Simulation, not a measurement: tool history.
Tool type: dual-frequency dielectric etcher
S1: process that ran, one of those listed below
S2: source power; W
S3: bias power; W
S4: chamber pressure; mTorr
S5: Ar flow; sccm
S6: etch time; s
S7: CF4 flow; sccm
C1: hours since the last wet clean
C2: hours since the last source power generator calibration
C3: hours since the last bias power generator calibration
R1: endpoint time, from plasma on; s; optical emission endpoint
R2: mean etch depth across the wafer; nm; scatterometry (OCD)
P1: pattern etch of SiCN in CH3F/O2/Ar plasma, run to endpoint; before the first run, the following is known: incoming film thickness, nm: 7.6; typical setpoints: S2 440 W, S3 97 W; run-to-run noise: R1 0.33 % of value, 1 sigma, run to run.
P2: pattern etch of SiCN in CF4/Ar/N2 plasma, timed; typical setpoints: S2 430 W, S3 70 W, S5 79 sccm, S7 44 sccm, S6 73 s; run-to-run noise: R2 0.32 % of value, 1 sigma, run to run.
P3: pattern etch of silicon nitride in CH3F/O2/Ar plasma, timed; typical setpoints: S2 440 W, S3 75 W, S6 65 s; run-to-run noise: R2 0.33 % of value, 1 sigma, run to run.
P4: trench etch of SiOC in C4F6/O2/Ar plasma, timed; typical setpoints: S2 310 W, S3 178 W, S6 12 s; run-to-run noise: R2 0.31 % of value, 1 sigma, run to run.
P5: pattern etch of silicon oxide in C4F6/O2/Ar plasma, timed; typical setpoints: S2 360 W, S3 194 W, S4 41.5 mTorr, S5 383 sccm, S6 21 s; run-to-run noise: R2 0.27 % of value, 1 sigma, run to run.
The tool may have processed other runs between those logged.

| run | hour | S1 | S2 | S3 | S4 | S5 | S6 | S7 | C1 | C2 | C3 | R1 | R2 |
|---|---|---|---|---|---|---|---|---|---|---|---|---|---|
| 1 | 10.8 | P1 | 440 | 97 |  |  |  |  | 422 | 650.1 | 2909.9 | 18.005 |  |
| 2 | 16.3 | P5 | 360 | 194 | 41.5 | 383 | 21 |  | 427.5 | 655.6 | 2915.4 |  | 62.8 |
| 3 | 22.5 | P3 | 440 | 75 |  |  | 47.5 |  | 433.7 | 661.8 | 2921.6 |  | 34.718 |
| 4 | 32.8 | P2 | 430 | 70 |  | 47 | 73 | 44 | 444 | 672.1 | 2931.9 |  | 59.265 |
| 5 | 43.4 | P1 | 440 | 97 |  |  |  |  | 454.6 | 682.7 | 2942.5 | 18.098 |  |
| 6 | 52.9 | P1 | 440 | 57 |  |  |  |  | 464.1 | 692.2 | 2952 | 21.718 |  |
| 7 | 59 | P2 | 430 | 97 |  | 79 | 73 | 44 | 470.2 | 698.3 | 2958.1 |  | 62.3 |
| 8 | 64.8 | P4 | 310 | 248 |  |  | 12 |  | 476 | 704.1 | 2963.9 |  | 25.153 |
| 9 | 72.3 | P4 | 180 | 178 |  |  | 12 |  | 483.5 | 711.6 | 2971.4 |  | 18.293 |
| 10 | 83.3 | P3 | 440 | 48 |  |  | 65 |  | 494.5 | 722.6 | 2982.4 |  | 41.256 |
| 11 | 93.8 | P5 | 360 | 194 | 41.5 | 240 | 21 |  | 505 | 733.1 | 2992.9 |  | 66.532 |
| 12 | 104.3 | P1 | 300 | 73 |  |  |  |  | 515.5 | 743.6 | 3003.4 | 23.109 |  |
| 13 | 110.9 | P1 | 440 | 97 |  |  |  |  | 522.1 | 750.2 | 3010 | 18.035 |  |
| 14 | 119.3 | P1 | 330 | 97 |  |  |  |  | 530.5 | 758.6 | 3018.4 | 20.036 |  |
| 15 | 126.6 | P1 | 540 | 81 |  |  |  |  | 537.8 | 765.9 | 3025.7 | 17.8 |  |
| 16 | 134 | P5 | 360 | 194 | 41.5 | 383 | 27.5 |  | 545.2 | 773.3 | 3033.1 |  | 82.93 |
| 17 | 141.3 | P2 | 430 | 70 |  | 79 | 73 | 44 | 552.5 | 780.6 | 3040.4 |  | 55.093 |
| 18 | 148.2 | P3 | 440 | 75 |  |  | 65 |  | 559.4 | 787.5 | 3047.3 |  | 47.292 |
| 19 | 155.4 | P2 | 430 | 70 |  | 79 | 73 | 29 | 566.6 | 794.7 | 3054.5 |  | 51.787 |
| 20 | 163.3 | P5 | 450 | 194 | 41.5 | 383 | 21 |  | 574.5 | 802.6 | 3062.4 |  | 68.973 |
| 21 | 174.3 | P5 | 360 | 253 | 41.5 | 383 | 21 |  | 585.5 | 813.6 | 3073.4 |  | 68.882 |
| 22 | 184.3 | P2 | 560 | 70 |  | 79 | 73 | 44 | 595.5 | 823.6 | 3083.4 |  | 69.885 |
| 23 | 190.8 | P4 | 310 | 178 |  |  | 12 |  | 602 | 830.1 | 3089.9 |  | 22.382 |
| 24 | 196.4 | P1 | 300 | 59 |  |  |  |  | 607.6 | 835.7 | 3095.5 | 24.806 |  |
| 25 | 202.7 | P4 | 310 | 178 |  |  | 6.5 |  | 613.9 | 842 | 3101.8 |  | 12.16 |
| 26 | 212.5 | P1 | 440 | 116 |  |  |  |  | 623.7 | 851.8 | 3111.6 | 16.818 |  |
| 27 | 217.6 | P1 | 440 | 97 |  |  |  |  | 628.8 | 856.9 | 3116.7 | 18.099 |  |
| 28 | 225.9 | P5 | 360 | 194 | 29 | 383 | 21 |  | 637.1 | 865.2 | 3125 |  | 65.716 |
| 29 | 235 | P2 | 430 | 70 |  | 79 | 98 | 44 | 646.2 | 874.3 | 3134.1 |  | 74.198 |
| 30 | 242.5 | P3 | 570 | 75 |  |  | 65 |  | 653.7 | 881.8 | 3141.6 |  | 52.204 |
| 31 | 252.6 | P1 | 440 | 97 |  |  |  |  | 663.8 | 891.9 | 3151.7 | 18.038 |  |
| 32 | 258.6 | P5 | 360 | 194 | 41.5 | 383 | 21 |  | 669.8 | 897.9 | 3157.7 |  | 63.445 |
| 33 | 264.1 | P1 | 440 | 97 |  |  |  |  | 675.3 | 903.4 | 3163.2 | 17.951 |  |
| 34 | 270.1 | P1 | 520 | 97 |  |  |  |  | 681.3 | 909.4 | 3169.2 | 17.021 |  |
| 35 | 281.5 | P1 | 440 | 97 |  |  |  |  | 692.7 | 920.8 | 3180.6 | 17.903 |  |
| 36 | 292.7 | P1 | 440 | 97 |  |  |  |  | 703.9 | 932 | 3191.8 | 17.988 |  |
| 37 | 299.9 | P1 | 440 | 97 |  |  |  |  | 711.1 | 939.2 | 3199 | 17.792 |  |
| 38 | 306.2 | P1 | 440 | 97 |  |  |  |  | 717.4 | 945.5 | 3205.3 | 17.92 |  |
| 39 | 313.3 | P1 | 440 | 97 |  |  |  |  | 724.5 | 952.6 | 3212.4 | 17.778 |  |
| 40 | 320.7 | P1 | 440 | 97 |  |  |  |  | 731.9 | 960 | 3219.8 | 17.822 |  |
| 41 | 327.6 | P1 | 440 | 97 |  |  |  |  | 738.8 | 966.9 | 3226.7 | 17.685 |  |
| 42 | 334.6 | P1 | 440 | 97 |  |  |  |  | 745.8 | 973.9 | 3233.7 | 17.814 |  |
|  | 340.7 | wet clean of the chamber |
| 43 | 342.1 | P1 | 440 | 97 |  |  |  |  | 1.5 | 981.4 | 3241.2 | 17.741 |  |
| 44 | 351.7 | P1 | 440 | 97 |  |  |  |  | 11.1 | 991 | 3250.8 | 17.764 |  |
| 45 | 357.3 | P1 | 440 | 97 |  |  |  |  | 16.7 | 996.6 | 3256.4 | 17.703 |  |
| 46 | 363.9 | P1 | 440 | 97 |  |  |  |  | 23.3 | 1003.2 | 3263 | 17.824 |  |

Compared with where it was, what P1 gives has crept away. Each cause listed below fits the log as well as the rest, at the size given for it:
A: source power that arrives over what is set, % = 4.56
B: bias power that arrives over what is set, % = 4.51
The process output started creeping at around hour 281.5.
What rules out each remaining cause:
chamber walls in a state that raises the etch rate, %: work on it at hour 340.7, done after the drift set in, did not restore what the process gave before

Question marks stand in for the results of the 4 check runs listed below, each run on one wafer. Under which run would the listed causes show clearly different results?
| check 1 | 370.5 | P4 | 310 | 178 |  |  | 12 |  |  |  |  |  | ? |
| check 2 | 370.5 | P3 | 440 | 75 |  |  | 65 |  |  |  |  |  | ? |
| check 3 | 370.5 | P2 | 430 | 70 |  | 79 | 73 | 44 |  |  |  |  | ? |
| check 4 | 370.5 | P5 | 360 | 194 | 41.5 | 383 | 21 |  |  |  |  |  | ? |

Check results expected under each cause:
| check | result | if A | if B |
|---|---|---|---|
| check 1 | R2 | 22.927 | 22.857 |
| check 2 | R2 | 48.189 | 48.107 |
| check 3 | R2 | 57.481 | 56.168 |
| check 4 | R2 | 64.263 | 64.075 |
Minimum pairwise separation of causes per check, each pair taken at its best-separating result: check 1 0.3 %; check 2 0.17 %; check 3 2.31 %; check 4 0.29 %
The other checks would show nearly matching results whichever cause is true, so check 3 is the only one that separates the causes.

Check 3 was then run and gave: R2 57.558 nm. Which cause is it?

The correct cause is A, namely: source power that arrives over what is set, %.
